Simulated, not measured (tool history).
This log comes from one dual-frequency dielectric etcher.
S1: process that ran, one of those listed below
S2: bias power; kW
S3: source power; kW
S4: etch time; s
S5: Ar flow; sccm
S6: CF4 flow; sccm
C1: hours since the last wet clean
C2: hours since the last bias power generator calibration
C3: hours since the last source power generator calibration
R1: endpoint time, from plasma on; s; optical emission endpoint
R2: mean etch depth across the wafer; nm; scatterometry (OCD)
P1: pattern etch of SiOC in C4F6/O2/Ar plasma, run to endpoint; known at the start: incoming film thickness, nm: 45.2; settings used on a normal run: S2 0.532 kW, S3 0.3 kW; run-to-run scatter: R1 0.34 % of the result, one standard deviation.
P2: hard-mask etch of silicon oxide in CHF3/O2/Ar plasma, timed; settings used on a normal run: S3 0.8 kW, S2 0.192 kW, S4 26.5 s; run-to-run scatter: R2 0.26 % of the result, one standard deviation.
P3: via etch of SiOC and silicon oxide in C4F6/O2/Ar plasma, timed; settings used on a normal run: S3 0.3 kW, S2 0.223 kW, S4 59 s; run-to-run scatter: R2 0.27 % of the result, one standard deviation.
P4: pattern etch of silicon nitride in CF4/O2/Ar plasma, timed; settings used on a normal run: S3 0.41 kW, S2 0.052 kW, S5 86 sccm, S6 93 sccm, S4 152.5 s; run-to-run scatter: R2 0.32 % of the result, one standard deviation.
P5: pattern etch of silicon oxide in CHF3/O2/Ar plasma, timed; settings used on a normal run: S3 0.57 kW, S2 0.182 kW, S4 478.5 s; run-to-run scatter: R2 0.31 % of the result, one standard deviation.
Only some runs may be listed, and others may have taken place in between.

run 1 day=0.392 | S1=P1 S2=0.532 S3=0.3 | C1=279.7 C2=1355.1 C3=1853.9 | R1=16.228
run 2 day=0.7 | S1=P3 S2=0.223 S3=0.3 S4=86 | C1=287.1 C2=1362.5 C3=1861.3 | R2=95.288
run 3 day=1.058 | S1=P4 S2=0.052 S3=0.41 S4=152.5 S5=112 S6=93 | C1=295.7 C2=1371.1 C3=1869.9 | R2=237.39
run 4 day=1.5 | S1=P1 S2=0.532 S3=0.3 | C1=306.3 C2=1381.7 C3=1880.5 | R1=16.264
run 5 day=1.979 | S1=P5 S2=0.217 S3=0.57 S4=478.5 | C1=317.8 C2=1393.2 C3=1892 | R2=989.9
run 6 day=2.421 | S1=P1 S2=0.705 S3=0.3 | C1=328.4 C2=1403.8 C3=1902.6 | R1=14.502
run 7 day=2.704 | S1=P3 S2=0.223 S3=0.3 S4=59 | C1=335.2 C2=1410.6 C3=1909.4 | R2=65.32
run 8 day=3.096 | S1=P2 S2=0.192 S3=0.57 S4=26.5 | C1=344.6 C2=1420 C3=1918.8 | R2=52.93
run 9 day=3.583 | S1=P5 S2=0.182 S3=0.57 S4=478.5 | C1=356.3 C2=1431.7 C3=1930.5 | R2=933.68
run 10 day=4.017 | S1=P1 S2=0.425 S3=0.3 | C1=366.7 C2=1442.1 C3=1940.9 | R1=17.689
-- day=4.229 bias power generator calibrated
run 11 day=4.267 | S1=P1 S2=0.532 S3=0.19 | C1=372.7 C2=0.9 C3=1946.9 | R1=19.198
run 12 day=4.592 | S1=P4 S2=0.052 S3=0.41 S4=105 S5=86 S6=93 | C1=380.5 C2=8.7 C3=1954.7 | R2=168.51
run 13 day=5.079 | S1=P3 S2=0.223 S3=0.22 S4=59 | C1=392.2 C2=20.4 C3=1966.4 | R2=57.998
run 14 day=5.429 | S1=P2 S2=0.192 S3=0.8 S4=35 | C1=400.6 C2=28.8 C3=1974.8 | R2=79.898
run 15 day=5.833 | S1=P5 S2=0.182 S3=0.57 S4=365 | C1=410.3 C2=38.5 C3=1984.5 | R2=716.15
run 16 day=6.338 | S1=P4 S2=0.052 S3=0.32 S4=152.5 S5=86 S6=93 | C1=422.4 C2=50.6 C3=1996.6 | R2=197.63
run 17 day=6.671 | S1=P1 S2=0.532 S3=0.3 | C1=430.4 C2=58.6 C3=2004.6 | R1=16.203
run 18 day=6.942 | S1=P3 S2=0.154 S3=0.3 S4=59 | C1=436.9 C2=65.1 C3=2011.1 | R2=57.684
run 19 day=7.283 | S1=P1 S2=0.532 S3=0.3 | C1=445.1 C2=73.3 C3=2019.3 | R1=16.277
run 20 day=7.554 | S1=P1 S2=0.321 S3=0.4 | C1=451.6 C2=79.8 C3=2025.8 | R1=17.444
run 21 day=7.996 | S1=P1 S2=0.532 S3=0.43 | C1=462.2 C2=90.4 C3=2036.4 | R1=14.175
run 22 day=8.467 | S1=P4 S2=0.052 S3=0.41 S4=152.5 S5=86 S6=66 | C1=473.5 C2=101.7 C3=2047.7 | R2=235.14
run 23 day=8.912 | S1=P1 S2=0.532 S3=0.3 | C1=484.2 C2=112.4 C3=2058.4 | R1=16.358
run 24 day=9.258 | S1=P1 S2=0.69 S3=0.37 | C1=492.5 C2=120.7 C3=2066.7 | R1=13.574
run 25 day=9.5 | S1=P4 S2=0.04 S3=0.41 S4=152.5 S5=86 S6=93 | C1=498.3 C2=126.5 C3=2072.5 | R2=222.48
run 26 day=9.921 | S1=P1 S2=0.696 S3=0.19 | C1=508.4 C2=136.6 C3=2082.6 | R1=17.322
run 27 day=10.379 | S1=P2 S2=0.192 S3=0.8 S4=26.5 | C1=519.4 C2=147.6 C3=2093.6 | R2=60.68
run 28 day=10.75 | S1=P2 S2=0.263 S3=0.8 S4=26.5 | C1=528.3 C2=156.5 C3=2102.5 | R2=67.374
run 29 day=11.171 | S1=P5 S2=0.182 S3=0.57 S4=478.5 | C1=538.4 C2=166.6 C3=2112.6 | R2=937.67
run 30 day=11.525 | S1=P4 S2=0.052 S3=0.41 S4=152.5 S5=86 S6=93 | C1=546.9 C2=175.1 C3=2121.1 | R2=245
run 31 day=11.888 | S1=P4 S2=0.052 S3=0.41 S4=152.5 S5=86 S6=93 | C1=555.6 C2=183.8 C3=2129.8 | R2=244.16
run 32 day=12.292 | S1=P5 S2=0.182 S3=0.41 S4=478.5 | C1=565.3 C2=193.5 C3=2139.5 | R2=820.7
run 33 day=12.696 | S1=P1 S2=0.532 S3=0.3 | C1=575 C2=203.2 C3=2149.2 | R1=16.246
run 34 day=13.146 | S1=P1 S2=0.532 S3=0.3 | C1=585.8 C2=214 C3=2160 | R1=16.399
run 35 day=13.533 | S1=P1 S2=0.532 S3=0.3 | C1=595.1 C2=223.3 C3=2169.3 | R1=16.31
run 36 day=13.883 | S1=P1 S2=0.532 S3=0.3 | C1=603.5 C2=231.7 C3=2177.7 | R1=16.492
run 37 day=14.108 | S1=P1 S2=0.532 S3=0.3 | C1=608.9 C2=237.1 C3=2183.1 | R1=16.521
run 38 day=14.592 | S1=P1 S2=0.532 S3=0.3 | C1=620.5 C2=248.7 C3=2194.7 | R1=16.45
run 39 day=14.912 | S1=P1 S2=0.532 S3=0.3 | C1=628.2 C2=256.4 C3=2202.4 | R1=16.43
-- day=15.342 wet clean of the chamber
run 40 day=15.346 | S1=P1 S2=0.532 S3=0.3 | C1=0.1 C2=266.8 C3=2212.8 | R1=16.401
run 41 day=15.792 | S1=P1 S2=0.532 S3=0.3 | C1=10.8 C2=277.5 C3=2223.5 | R1=16.564
run 42 day=16.271 | S1=P1 S2=0.532 S3=0.3 | C1=22.3 C2=289 C3=2235 | R1=16.551
run 43 day=16.617 | S1=P1 S2=0.532 S3=0.3 | C1=30.6 C2=297.3 C3=2243.3 | R1=16.558

What P1 gives has crept off from where it sat before. The 2 causes that follow fit the log equally well, each at the size noted:
A: source power that arrives under what is set, % = 4.59
B: bias power that arrives under what is set, % = 4.42
The process output started creeping at around day 12.696.
The rest of the possible causes, and what rules out each one:
chamber walls in a state that lowers the etch rate, %: serviced after onset, at day 15.342, with no recovery of the prior output

Each of the 4 check runs below uses one wafer; its results are left as question marks. Which run tells the causes apart?
run check 1 day=16.962 | S1=P2 S2=0.192 S3=0.8 S4=26.5 | R2=?
run check 2 day=16.962 | S1=P4 S2=0.052 S3=0.41 S4=152.5 S5=86 S6=93 | R2=?
run check 3 day=16.962 | S1=P5 S2=0.182 S3=0.57 S4=478.5 | R2=?
run check 4 day=16.962 | S1=P3 S2=0.223 S3=0.3 S4=59 | R2=?

Outcome of each check run for each possible cause:
check=check_1 result=R2 if_A=59.371 if_B=59.548
check=check_2 result=R2 if_A=234.55 if_B=240.2
check=check_3 result=R2 if_A=916.3 if_B=918.79
check=check_4 result=R2 if_A=64.151 if_B=64.309
Distance between the nearest two causes, measured in the result of the check that separates them most: check 1 0.3 %; check 2 2.38 %; check 3 0.27 %; check 4 0.25 %
The other checks would show nearly matching results whichever cause is true, so check 2 is the only one that separates the causes.

With check 2 done, the readings were: R2 234.89 nm. Identify which of the listed causes applies.

Of the candidate causes, it is A: source power that arrives under what is set, %.
